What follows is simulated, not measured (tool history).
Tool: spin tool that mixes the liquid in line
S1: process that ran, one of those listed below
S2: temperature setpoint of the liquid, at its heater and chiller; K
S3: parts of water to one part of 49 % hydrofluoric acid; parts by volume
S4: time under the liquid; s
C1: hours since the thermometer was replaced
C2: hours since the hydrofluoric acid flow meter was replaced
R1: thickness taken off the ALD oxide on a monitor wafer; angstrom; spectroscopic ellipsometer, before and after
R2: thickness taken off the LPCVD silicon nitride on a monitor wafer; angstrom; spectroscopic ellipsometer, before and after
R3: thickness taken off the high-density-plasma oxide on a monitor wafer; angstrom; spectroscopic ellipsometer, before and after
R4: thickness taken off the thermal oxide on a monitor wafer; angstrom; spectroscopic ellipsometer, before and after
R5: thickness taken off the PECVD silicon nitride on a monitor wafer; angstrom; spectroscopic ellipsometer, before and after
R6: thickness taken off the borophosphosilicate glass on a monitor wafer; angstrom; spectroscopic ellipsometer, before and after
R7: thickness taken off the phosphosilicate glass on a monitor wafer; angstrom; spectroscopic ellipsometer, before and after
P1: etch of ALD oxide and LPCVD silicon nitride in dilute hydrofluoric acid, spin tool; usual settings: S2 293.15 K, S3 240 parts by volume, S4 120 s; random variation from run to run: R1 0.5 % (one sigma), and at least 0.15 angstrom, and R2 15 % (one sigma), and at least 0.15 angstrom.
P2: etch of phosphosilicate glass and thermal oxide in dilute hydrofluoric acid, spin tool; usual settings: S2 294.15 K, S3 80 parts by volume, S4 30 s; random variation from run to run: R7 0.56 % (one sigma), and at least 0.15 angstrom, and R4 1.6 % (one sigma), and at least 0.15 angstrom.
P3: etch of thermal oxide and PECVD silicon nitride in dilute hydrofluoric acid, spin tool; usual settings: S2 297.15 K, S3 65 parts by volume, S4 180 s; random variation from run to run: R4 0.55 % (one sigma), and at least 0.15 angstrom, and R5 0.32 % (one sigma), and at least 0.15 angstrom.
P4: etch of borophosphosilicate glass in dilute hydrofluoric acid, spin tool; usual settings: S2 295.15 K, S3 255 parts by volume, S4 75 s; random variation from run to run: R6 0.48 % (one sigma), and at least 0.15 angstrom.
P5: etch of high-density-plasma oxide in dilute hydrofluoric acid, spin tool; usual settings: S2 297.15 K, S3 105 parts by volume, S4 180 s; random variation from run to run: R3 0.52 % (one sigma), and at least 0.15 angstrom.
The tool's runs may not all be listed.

{"run": 1, "day": 0.208, "S1": "P1", "S2": 293.15, "S3": 240, "S4": 120, "C1": 454.2, "C2": 606.4, "R1": 71.854, "R2": 1.6023}
{"run": 2, "day": 0.5, "S1": "P5", "S2": 297.15, "S3": 105, "S4": 180, "C1": 461.2, "C2": 613.4, "R3": 90.117}
{"run": 3, "day": 0.704, "S1": "P1", "S2": 297.15, "S3": 385, "S4": 120, "C1": 466.1, "C2": 618.3, "R1": 44.737, "R2": 0.78504}
{"run": 4, "day": 0.888, "S1": "P3", "S2": 297.15, "S3": 100, "S4": 180, "C1": 470.5, "C2": 622.7, "R4": 85.735, "R5": 97.77}
{"run": 5, "day": 1.025, "S1": "P3", "S2": 297.15, "S3": 65, "S4": 180, "C1": 473.8, "C2": 626.0, "R4": 138.3, "R5": 148.3}
{"run": 6, "day": 1.258, "S1": "P4", "S2": 295.15, "S3": 255, "S4": 15, "C1": 479.4, "C2": 631.6, "R6": 16.934}
{"run": 7, "day": 1.471, "S1": "P5", "S2": 302.15, "S3": 105, "S4": 180, "C1": 484.5, "C2": 636.7, "R3": 109.57}
{"run": 8, "day": 1.679, "S1": "P1", "S2": 293.15, "S3": 240, "S4": 120, "C1": 489.5, "C2": 641.7, "R1": 71.771, "R2": 1.584}
{"run": 9, "day": 1.95, "S1": "P2", "S2": 290.15, "S3": 80, "S4": 30, "C1": 496.0, "C2": 648.2, "R4": 12.885, "R7": 220.21}
{"run": 10, "day": 2.196, "S1": "P1", "S2": 293.15, "S3": 240, "S4": 120, "C1": 501.9, "C2": 654.1, "R1": 71.652, "R2": 0.87978}
{"run": 11, "day": 2.383, "S1": "P1", "S2": 293.15, "S3": 240, "S4": 220, "C1": 506.4, "C2": 658.6, "R1": 131.15, "R2": 2.5346}
{"run": 12, "day": 2.575, "S1": "P4", "S2": 295.15, "S3": 255, "S4": 75, "C1": 511.0, "C2": 663.2, "R6": 84.183}
{"run": 13, "day": 2.771, "S1": "P5", "S2": 297.15, "S3": 105, "S4": 15, "C1": 515.7, "C2": 667.9, "R3": 7.5094}
{"run": 14, "day": 2.933, "S1": "P3", "S2": 297.15, "S3": 65, "S4": 15, "C1": 519.6, "C2": 671.8, "R4": 11.475, "R5": 12.604}
{"run": 15, "day": 3.167, "S1": "P4", "S2": 295.15, "S3": 255, "S4": 75, "C1": 525.2, "C2": 677.4, "R6": 85.142}
{"run": 16, "day": 3.383, "S1": "P5", "S2": 297.15, "S3": 105, "S4": 180, "C1": 530.4, "C2": 682.6, "R3": 90.055}
{"run": 17, "day": 3.621, "S1": "P1", "S2": 293.15, "S3": 240, "S4": 30, "C1": 536.1, "C2": 688.3, "R1": 17.929, "R2": 0.40831}
{"run": 18, "day": 3.75, "S1": "P4", "S2": 290.15, "S3": 255, "S4": 75, "C1": 539.2, "C2": 691.4, "R6": 70.854}
{"run": 19, "day": 3.929, "S1": "P2", "S2": 294.15, "S3": 80, "S4": 55, "C1": 543.5, "C2": 695.7, "R4": 27.999, "R7": 477.96}
{"run": 20, "day": 4.125, "S1": "P1", "S2": 293.15, "S3": 355, "S4": 120, "C1": 548.2, "C2": 700.4, "R1": 43.469, "R2": 1.312}
{"run": 21, "day": 4.4, "S1": "P5", "S2": 297.15, "S3": 35, "S4": 180, "C1": 554.8, "C2": 707.0, "R3": 296.06}
{"run": 22, "day": 4.671, "S1": "P1", "S2": 293.15, "S3": 85, "S4": 120, "C1": 561.3, "C2": 713.5, "R1": 236.55, "R2": 3.9685}
{"run": 23, "day": 4.912, "S1": "P1", "S2": 296.65, "S3": 240, "S4": 120, "C1": 567.1, "C2": 719.3, "R1": 81.556, "R2": 2.186}
{"run": 24, "day": 5.071, "S1": "P1", "S2": 293.15, "S3": 240, "S4": 120, "C1": 570.9, "C2": 723.1, "R1": 71.368, "R2": 1.5508}
{"run": 25, "day": 5.271, "S1": "P2", "S2": 294.15, "S3": 80, "S4": 30, "C1": 575.7, "C2": 727.9, "R4": 15.533, "R7": 260.37}
{"run": 26, "day": 5.446, "S1": "P1", "S2": 290.15, "S3": 240, "S4": 120, "C1": 579.9, "C2": 732.1, "R1": 63.677, "R2": 1.5358}
{"run": 27, "day": 5.729, "S1": "P3", "S2": 290.65, "S3": 65, "S4": 180, "C1": 586.7, "C2": 738.9, "R4": 106.22, "R5": 95.4}
{"run": 28, "day": 6.004, "S1": "P2", "S2": 294.15, "S3": 130, "S4": 30, "C1": 593.3, "C2": 745.5, "R4": 9.1647, "R7": 151.67}
{"run": 29, "day": 6.262, "S1": "P4", "S2": 295.15, "S3": 400, "S4": 75, "C1": 599.5, "C2": 751.7, "R6": 47.296}
{"run": 30, "day": 6.521, "S1": "P1", "S2": 293.15, "S3": 240, "S4": 120, "C1": 605.7, "C2": 757.9, "R1": 70.679, "R2": 1.7527}
{"run": 31, "day": 6.679, "S1": "P1", "S2": 293.15, "S3": 240, "S4": 120, "C1": 609.5, "C2": 761.7, "R1": 72.961, "R2": 1.5105}
{"run": 32, "day": 6.829, "S1": "P1", "S2": 293.15, "S3": 240, "S4": 120, "C1": 613.1, "C2": 765.3, "R1": 73.832, "R2": 1.6305}
{"run": 33, "day": 7.121, "S1": "P1", "S2": 293.15, "S3": 240, "S4": 120, "C1": 620.1, "C2": 772.3, "R1": 74.319, "R2": 1.6436}

Forecast run 34:
{"run": 34, "day": 7.396, "S1": "P1", "S2": 293.15, "S3": 240, "S4": 120, "C1": 626.7, "C2": 778.9, "R1": "?", "R2": "?"}

R1: 74.675 angstrom
R2: 1.51870 angstrom
